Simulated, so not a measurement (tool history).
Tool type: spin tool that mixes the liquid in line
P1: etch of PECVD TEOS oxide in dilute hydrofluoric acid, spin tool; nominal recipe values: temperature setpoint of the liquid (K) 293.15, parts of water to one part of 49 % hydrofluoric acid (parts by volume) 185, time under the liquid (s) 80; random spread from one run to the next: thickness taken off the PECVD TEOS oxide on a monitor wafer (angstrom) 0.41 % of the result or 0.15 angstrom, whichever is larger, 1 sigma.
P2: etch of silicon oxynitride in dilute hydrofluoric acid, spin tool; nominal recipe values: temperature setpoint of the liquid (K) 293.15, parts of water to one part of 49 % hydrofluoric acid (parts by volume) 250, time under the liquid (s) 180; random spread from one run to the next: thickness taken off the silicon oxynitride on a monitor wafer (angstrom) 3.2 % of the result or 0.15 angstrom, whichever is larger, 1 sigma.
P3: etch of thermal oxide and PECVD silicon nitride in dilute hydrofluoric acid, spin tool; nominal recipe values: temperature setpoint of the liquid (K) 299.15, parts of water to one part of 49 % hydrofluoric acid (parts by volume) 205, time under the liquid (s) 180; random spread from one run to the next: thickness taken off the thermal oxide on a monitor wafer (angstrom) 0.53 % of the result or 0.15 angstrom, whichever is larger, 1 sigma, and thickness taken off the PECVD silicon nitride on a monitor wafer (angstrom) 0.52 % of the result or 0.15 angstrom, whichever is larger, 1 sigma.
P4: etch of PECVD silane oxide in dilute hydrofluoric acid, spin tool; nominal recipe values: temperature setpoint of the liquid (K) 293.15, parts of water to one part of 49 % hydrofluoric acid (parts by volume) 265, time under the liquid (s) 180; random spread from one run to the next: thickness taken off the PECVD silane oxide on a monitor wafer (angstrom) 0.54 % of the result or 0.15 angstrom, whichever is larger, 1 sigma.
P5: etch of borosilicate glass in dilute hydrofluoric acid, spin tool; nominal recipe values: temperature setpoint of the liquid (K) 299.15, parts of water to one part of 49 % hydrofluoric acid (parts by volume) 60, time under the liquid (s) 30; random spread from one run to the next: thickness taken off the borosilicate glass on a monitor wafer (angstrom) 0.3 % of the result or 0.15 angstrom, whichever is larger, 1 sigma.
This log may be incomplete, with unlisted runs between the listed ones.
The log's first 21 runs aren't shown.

run,hour,process that ran,temperature setpoint of the liquid (K),parts of water to one part of 49 % hydrofluoric acid (parts by volume),time under the liquid (s),thickness taken off the PECVD TEOS oxide on a monitor wafer (angstrom),thickness taken off the PECVD silane oxide on a monitor wafer (angstrom),thickness taken off the silicon oxynitride on a monitor wafer (angstrom),thickness taken off the thermal oxide on a monitor wafer (angstrom),thickness taken off the PECVD silicon nitride on a monitor wafer (angstrom),thickness taken off the borosilicate glass on a monitor wafer (angstrom)
22,291.6,P2,293.15,435,180,,,3.8798,,,
23,301.6,P2,298.15,250,180,,,9.4604,,,
24,316.9,P3,299.15,205,15,,,,3.0861,3.4866,
25,327.5,P1,293.15,185,80,76.426,,,,,
26,342.1,P1,293.15,185,80,77.322,,,,,
27,353.0,P5,306.65,60,30,,,,,,286.86
28,369.0,P3,299.15,70,180,,,,134.9400,121.4000,
29,377.9,P5,299.15,110,30,,,,,,109.91
30,395.5,P4,293.15,265,180,,118.740,,,,
31,413.1,P1,300.65,185,80,101.480,,,,,
32,425.7,P1,293.15,185,80,76.651,,,,,
33,442.5,P1,293.15,185,80,78.767,,,,,
34,452.8,P1,293.15,185,80,79.784,,,,,
35,464.1,P1,293.15,185,80,81.156,,,,,
36,477.4,P1,293.15,185,80,81.045,,,,,
37,490.6,P1,293.15,185,80,81.215,,,,,
38,502.3,P1,293.15,185,80,81.194,,,,,
39,518.7,P1,293.15,185,80,81.225,,,,,
40,530.4,P1,293.15,185,80,82.143,,,,,
41,543.1,P1,293.15,185,80,80.893,,,,,

What does the tool deliver on the next run?
42,553.4,P1,293.15,185,80,?,,,,,

{"run 42": {"thickness taken off the PECVD TEOS oxide on a monitor wafer (angstrom)": 81.899}}
